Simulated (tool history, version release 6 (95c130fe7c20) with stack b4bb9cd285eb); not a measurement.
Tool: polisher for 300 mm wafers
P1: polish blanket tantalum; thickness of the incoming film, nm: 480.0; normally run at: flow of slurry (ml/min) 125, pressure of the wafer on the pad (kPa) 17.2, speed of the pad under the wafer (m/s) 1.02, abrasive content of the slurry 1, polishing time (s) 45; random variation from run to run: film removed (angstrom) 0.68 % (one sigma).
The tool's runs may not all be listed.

run	hour	flow of slurry (ml/min)	pressure of the wafer on the pad (kPa)	speed of the pad under the wafer (m/s)	abrasive content of the slurry	polishing time (s)	wafers polished on this pad	hours since the slurry nozzle was cleaned	hours since the head pressure was calibrated	hours since the slurry blender was calibrated	film removed (angstrom)
1	11	125	17.2	1.02	1	45	302	90	682.3	80.2	1101
2	24	125	17.2	1.02	1.4	65	468	103	695.3	93.2	1754.7
3	39.3	125	17.2	1.02	1	45	663	118.3	710.6	108.5	1114.1
4	51.6	125	17.2	1.02	1	45	820	130.6	722.9	120.8	1106.7
5	63.5	125	17.2	1.32	1	45	972	142.5	734.8	132.7	1444.3
6	76.8	125	17.2	1.02	1	45	1142	155.8	748.1	146	1127.3
7	84	125	17.2	1.02	1	45	1234	163	755.3	153.2	1122.5
8	98.6	125	17.2	1.02	1	45	1420	177.6	769.9	167.8	1114.1
9	107.2	185	17.2	1.02	1	45	1530	186.2	778.5	176.4	1182
10	116.5	125	17.2	1.02	0.5	45	1649	195.5	787.8	185.7	872.31
# hour 129.3: slurry blender recalibrated
11	129.7	125	24.8	1.02	1	45	1817	208.7	801	0.5	1597
12	145.4	125	17.2	1.02	1	45	2018	224.4	816.7	16.2	1114.8
13	153.8	125	23.4	0.58	1	45	2125	232.8	825.1	24.6	853.38
14	163.3	125	10.3	1.02	1	45	2247	242.3	834.6	34.1	664.02
15	176.7	125	17.2	1.02	1	23	2418	255.7	848	47.5	570.44
16	191.3	125	17.2	1.02	1.25	45	2604	270.3	862.6	62.1	1179.8
17	204.3	90	17.2	1.02	1	45	2770	283.3	875.6	75.1	1029.7
18	215.8	125	17.2	1.02	1	66	2917	294.8	887.1	86.6	1631.9
19	231.7	125	17.2	0.48	1	45	3120	310.7	903	102.5	524.43
20	247.1	125	17.2	1.02	1	45	3317	326.1	918.4	117.9	1115.6
21	257.8	125	17.2	1.02	1	45	3453	336.8	929.1	128.6	1069
22	273	125	17.2	1.02	1	45	3647	352	944.3	143.8	1036.7
# hour 277.7: slurry nozzle cleaned
23	281.9	125	17.2	1.02	1	45	3761	4.3	953.2	152.7	1036.2
24	293.2	125	17.2	1.02	1	45	3905	15.6	964.5	164	1019
# hour 295.6: worn pad replaced by a new one
25	302.7	125	17.2	1.02	1	45	90	25.1	974	173.5	996.81
26	317.5	125	17.2	1.02	1	45	279	39.9	988.8	188.3	1008.4

What P1 gives has crept away from where it was. These 2 causes fit the log equally well, each at the size given:
A: head's pressure below its setpoint, % = 8.99
B: abrasive missing from the slurry, % = 25.7
The creep began at about hour 247.1.
Why every other cause is out:
removal rate lost through wear of the pad, %: serviced at hour 295.6, which brought nothing back
slurry flow missing at the pad, %: serviced at hour 277.7, which brought nothing back

4 check runs are offered, each on 2 wafers whose results are averaged, their results left as question marks. Which one tells the causes apart?
check 1	332.3	125	17.2	0.72	1	45					?
check 2	332.3	125	17.2	1.02	0.6	45					?
check 3	332.3	150	11.7	1.02	1	45					?
check 4	332.3	125	17.2	1.02	1	64					?

What each check would give under each cause:
check	result	if A	if B
check 1	film removed (angstrom)	715.39	715.36
check 2	film removed (angstrom)	851.32	821.72
check 3	film removed (angstrom)	713.52	713.49
check 4	film removed (angstrom)	1441.4	1441.3
How far apart the two closest causes lie, in the result that separates them most: check 1 0 %; check 2 3.54 %; check 3 0 %; check 4 0 %
Check 2 tells the causes apart: in the others they would give nearly the same result.

Check 2 was then run and gave: film removed (angstrom) 816.45. Which cause is it?

It is B: abrasive missing from the slurry, %.
